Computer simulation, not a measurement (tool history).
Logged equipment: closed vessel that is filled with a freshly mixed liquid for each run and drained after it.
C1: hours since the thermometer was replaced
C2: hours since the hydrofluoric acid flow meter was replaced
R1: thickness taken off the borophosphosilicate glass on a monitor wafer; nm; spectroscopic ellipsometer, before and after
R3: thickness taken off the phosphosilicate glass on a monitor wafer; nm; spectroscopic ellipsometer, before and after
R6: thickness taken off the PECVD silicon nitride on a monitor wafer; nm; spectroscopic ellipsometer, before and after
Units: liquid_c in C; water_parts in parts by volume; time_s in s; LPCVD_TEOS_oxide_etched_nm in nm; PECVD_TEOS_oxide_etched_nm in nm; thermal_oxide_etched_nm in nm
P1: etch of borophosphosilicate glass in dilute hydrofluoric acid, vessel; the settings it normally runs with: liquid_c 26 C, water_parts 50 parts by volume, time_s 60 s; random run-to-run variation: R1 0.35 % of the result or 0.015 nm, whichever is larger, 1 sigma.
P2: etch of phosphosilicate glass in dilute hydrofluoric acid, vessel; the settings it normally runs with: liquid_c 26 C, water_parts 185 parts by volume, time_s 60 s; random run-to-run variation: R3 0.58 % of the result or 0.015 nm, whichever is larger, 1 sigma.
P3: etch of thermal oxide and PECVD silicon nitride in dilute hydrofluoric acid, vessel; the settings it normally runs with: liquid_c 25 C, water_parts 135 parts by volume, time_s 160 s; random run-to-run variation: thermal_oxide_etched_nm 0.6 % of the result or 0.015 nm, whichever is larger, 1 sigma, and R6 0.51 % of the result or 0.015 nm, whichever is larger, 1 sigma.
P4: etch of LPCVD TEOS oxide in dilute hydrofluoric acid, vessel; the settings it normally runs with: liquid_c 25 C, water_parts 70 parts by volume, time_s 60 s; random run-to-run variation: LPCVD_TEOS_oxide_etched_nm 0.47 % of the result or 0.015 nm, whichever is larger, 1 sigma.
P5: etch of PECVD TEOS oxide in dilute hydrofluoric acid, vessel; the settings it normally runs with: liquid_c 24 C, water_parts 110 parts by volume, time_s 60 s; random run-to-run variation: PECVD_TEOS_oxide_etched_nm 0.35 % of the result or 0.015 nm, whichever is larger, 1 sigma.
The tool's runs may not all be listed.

Run 1, hour 7.2: process P1, liquid_c 26 C, water_parts 50 parts by volume, time_s 60 s; C1 198.8; C2 320. Result: R1 55.429 nm.
Run 2, hour 11.2: process P4, liquid_c 25 C, water_parts 120 parts by volume, time_s 60 s; C1 202.8; C2 324. Result: LPCVD_TEOS_oxide_etched_nm 18.838 nm.
Run 3, hour 16.5: process P1, liquid_c 26 C, water_parts 50 parts by volume, time_s 30 s; C1 208.1; C2 329.3. Result: R1 27.822 nm.
Run 4, hour 21.2: process P1, liquid_c 26 C, water_parts 50 parts by volume, time_s 60 s; C1 212.8; C2 334. Result: R1 55.347 nm.
Run 5, hour 28.5: process P1, liquid_c 33.5 C, water_parts 50 parts by volume, time_s 60 s; C1 220.1; C2 341.3. Result: R1 74.993 nm.
At hour 30.5: hydrofluoric acid flow meter replaced.
Run 6, hour 35.2: process P1, liquid_c 26 C, water_parts 50 parts by volume, time_s 60 s; C1 226.8; C2 4.8. Result: R1 55.828 nm.
Run 7, hour 41.7: process P2, liquid_c 26 C, water_parts 185 parts by volume, time_s 60 s; C1 233.3; C2 11.3. Result: R3 62.91 nm.
Run 8, hour 47.3: process P1, liquid_c 26 C, water_parts 50 parts by volume, time_s 60 s; C1 238.9; C2 16.9. Result: R1 55.861 nm.
Run 9, hour 53.3: process P5, liquid_c 24 C, water_parts 20 parts by volume, time_s 60 s; C1 244.9; C2 22.9. Result: PECVD_TEOS_oxide_etched_nm 51.712 nm.
Run 10, hour 57.1: process P1, liquid_c 26 C, water_parts 90 parts by volume, time_s 60 s; C1 248.7; C2 26.7. Result: R1 29.088 nm.
Run 11, hour 60.6: process P3, liquid_c 33 C, water_parts 135 parts by volume, time_s 160 s; C1 252.2; C2 30.2. Result: thermal_oxide_etched_nm 7.6445 nm, R6 8.3747 nm.
Run 12, hour 64.3: process P1, liquid_c 21 C, water_parts 50 parts by volume, time_s 60 s; C1 255.9; C2 33.9. Result: R1 44.983 nm.
Run 13, hour 67.9: process P2, liquid_c 18 C, water_parts 185 parts by volume, time_s 60 s; C1 259.5; C2 37.5. Result: R3 46.175 nm.
Run 14, hour 72: process P5, liquid_c 24 C, water_parts 110 parts by volume, time_s 105 s; C1 263.6; C2 41.6. Result: PECVD_TEOS_oxide_etched_nm 14.598 nm.
Run 15, hour 79.4: process P1, liquid_c 26 C, water_parts 50 parts by volume, time_s 110 s; C1 271; C2 49. Result: R1 101.94 nm.
Run 16, hour 84.2: process P1, liquid_c 26 C, water_parts 50 parts by volume, time_s 60 s; C1 275.8; C2 53.8. Result: R1 55.655 nm.
Run 17, hour 90.1: process P3, liquid_c 25 C, water_parts 135 parts by volume, time_s 160 s; C1 281.7; C2 59.7. Result: thermal_oxide_etched_nm 5.716 nm, R6 5.0752 nm.
Run 18, hour 95: process P3, liquid_c 25 C, water_parts 135 parts by volume, time_s 315 s; C1 286.6; C2 64.6. Result: thermal_oxide_etched_nm 11.322 nm, R6 10 nm.
Run 19, hour 102.1: process P5, liquid_c 24 C, water_parts 110 parts by volume, time_s 60 s; C1 293.7; C2 71.7. Result: PECVD_TEOS_oxide_etched_nm 8.316 nm.
Run 20, hour 108.7: process P2, liquid_c 26 C, water_parts 185 parts by volume, time_s 30 s; C1 300.3; C2 78.3. Result: R3 31.256 nm.
Run 21, hour 115.4: process P4, liquid_c 25 C, water_parts 70 parts by volume, time_s 60 s; C1 307; C2 85. Result: LPCVD_TEOS_oxide_etched_nm 34.103 nm.
Run 22, hour 119.7: process P5, liquid_c 28 C, water_parts 110 parts by volume, time_s 60 s; C1 311.3; C2 89.3. Result: PECVD_TEOS_oxide_etched_nm 9.7169 nm.
Run 23, hour 125.9: process P1, liquid_c 26 C, water_parts 80 parts by volume, time_s 30 s; C1 317.5; C2 95.5. Result: R1 16.638 nm.
Run 24, hour 131.1: process P2, liquid_c 26 C, water_parts 65 parts by volume, time_s 60 s; C1 322.7; C2 100.7. Result: R3 206.85 nm.
Run 25, hour 136.1: process P3, liquid_c 25 C, water_parts 235 parts by volume, time_s 160 s; C1 327.7; C2 105.7. Result: thermal_oxide_etched_nm 2.9349 nm, R6 2.9292 nm.
Run 26, hour 141.8: process P4, liquid_c 25 C, water_parts 70 parts by volume, time_s 60 s; C1 333.4; C2 111.4. Result: LPCVD_TEOS_oxide_etched_nm 34.437 nm.
Run 27, hour 148.1: process P1, liquid_c 26 C, water_parts 50 parts by volume, time_s 60 s; C1 339.7; C2 117.7. Result: R1 55.627 nm.
Run 28, hour 152.6: process P4, liquid_c 25 C, water_parts 70 parts by volume, time_s 30 s; C1 344.2; C2 122.2. Result: LPCVD_TEOS_oxide_etched_nm 17.257 nm.
Run 29, hour 158.4: process P3, liquid_c 25 C, water_parts 135 parts by volume, time_s 160 s; C1 350; C2 128. Result: thermal_oxide_etched_nm 5.7145 nm, R6 5.0511 nm.
Run 30, hour 163.5: process P1, liquid_c 26 C, water_parts 30 parts by volume, time_s 60 s; C1 355.1; C2 133.1. Result: R1 95.158 nm.
Run 31, hour 168.1: process P2, liquid_c 26 C, water_parts 185 parts by volume, time_s 60 s; C1 359.7; C2 137.7. Result: R3 62.116 nm.
Run 32, hour 171.5: process P4, liquid_c 30 C, water_parts 70 parts by volume, time_s 60 s; C1 363.1; C2 141.1. Result: LPCVD_TEOS_oxide_etched_nm 41.479 nm.
Run 33, hour 178.6: process P1, liquid_c 26 C, water_parts 80 parts by volume, time_s 110 s; C1 370.2; C2 148.2. Result: R1 61.313 nm.
Run 34, hour 184.3: process P1, liquid_c 26 C, water_parts 50 parts by volume, time_s 60 s; C1 375.9; C2 153.9. Result: R1 55.557 nm.
Run 35, hour 190.5: process P1, liquid_c 26 C, water_parts 50 parts by volume, time_s 60 s; C1 382.1; C2 160.1. Result: R1 57.472 nm.
Run 36, hour 194.7: process P1, liquid_c 26 C, water_parts 50 parts by volume, time_s 60 s; C1 386.3; C2 164.3. Result: R1 57.822 nm.
Run 37, hour 201.2: process P1, liquid_c 26 C, water_parts 50 parts by volume, time_s 60 s; C1 392.8; C2 170.8. Result: R1 58.531 nm.
Run 38, hour 207: process P1, liquid_c 26 C, water_parts 50 parts by volume, time_s 60 s; C1 398.6; C2 176.6. Result: R1 58.79 nm.
Run 39, hour 210.6: process P1, liquid_c 26 C, water_parts 50 parts by volume, time_s 60 s; C1 402.2; C2 180.2. Result: R1 58.446 nm.
Run 40, hour 216: process P1, liquid_c 26 C, water_parts 50 parts by volume, time_s 60 s; C1 407.6; C2 185.6. Result: R1 59.132 nm.
Run 41, hour 221.4: process P1, liquid_c 26 C, water_parts 50 parts by volume, time_s 60 s; C1 413; C2 191. Result: R1 59.34 nm.
Run 42, hour 227.6: process P1, liquid_c 26 C, water_parts 50 parts by volume, time_s 60 s; C1 419.2; C2 197.2. Result: R1 59.145 nm.
Run 43, hour 233.6: process P1, liquid_c 26 C, water_parts 50 parts by volume, time_s 60 s; C1 425.2; C2 203.2. Result: R1 59.457 nm.

What P1 gives has crept off from where it sat before. The 2 causes that follow fit the log equally well, each at the size noted:
A: liquid hotter than its thermometer reads (K) = 1.62
B: hydrofluoric acid flow above the setpoint (%) = 6.3
The gradual shift began around hour 184.3.

The list below offers 4 check runs, each averaging the results of 2 wafers, and shows each result as a question mark. For which of them would the listed causes give clearly different results?
Run check 1, hour 239.6: process P3, liquid_c 25 C, water_parts 230 parts by volume, time_s 160 s. Result: thermal_oxide_etched_nm ?, R6 ?.
Run check 2, hour 239.6: process P2, liquid_c 26 C, water_parts 70 parts by volume, time_s 30 s. Result: R3 ?.
Run check 3, hour 239.6: process P5, liquid_c 24 C, water_parts 30 parts by volume, time_s 60 s. Result: PECVD_TEOS_oxide_etched_nm ?.
Run check 4, hour 239.6: process P4, liquid_c 25 C, water_parts 110 parts by volume, time_s 60 s. Result: LPCVD_TEOS_oxide_etched_nm ?.

If the cause were each of the candidates in turn, the checks would give the following:
  check                      result    if A    if B
check 1     thermal_oxide_etched_nm  3.1983   3.257
check 1                          R6  3.3099   3.184
check 2                          R3  101.62  101.89
check 3  PECVD_TEOS_oxide_etched_nm  36.298   36.16
check 4  LPCVD_TEOS_oxide_etched_nm  21.972  22.117
Smallest distance between any two causes, each pair judged by its most separating result, in per cent: check 1 3.88 %; check 2 0.26 %; check 3 0.38 %; check 4 0.66 %
Check 1 tells the causes apart: in the others they would give nearly the same result.

With check 1 done, the readings were: thermal_oxide_etched_nm 3.2199 nm; R6 3.3235 nm. Identify which of the listed causes applies.

The correct cause is A, namely: liquid hotter than its thermometer reads (K).
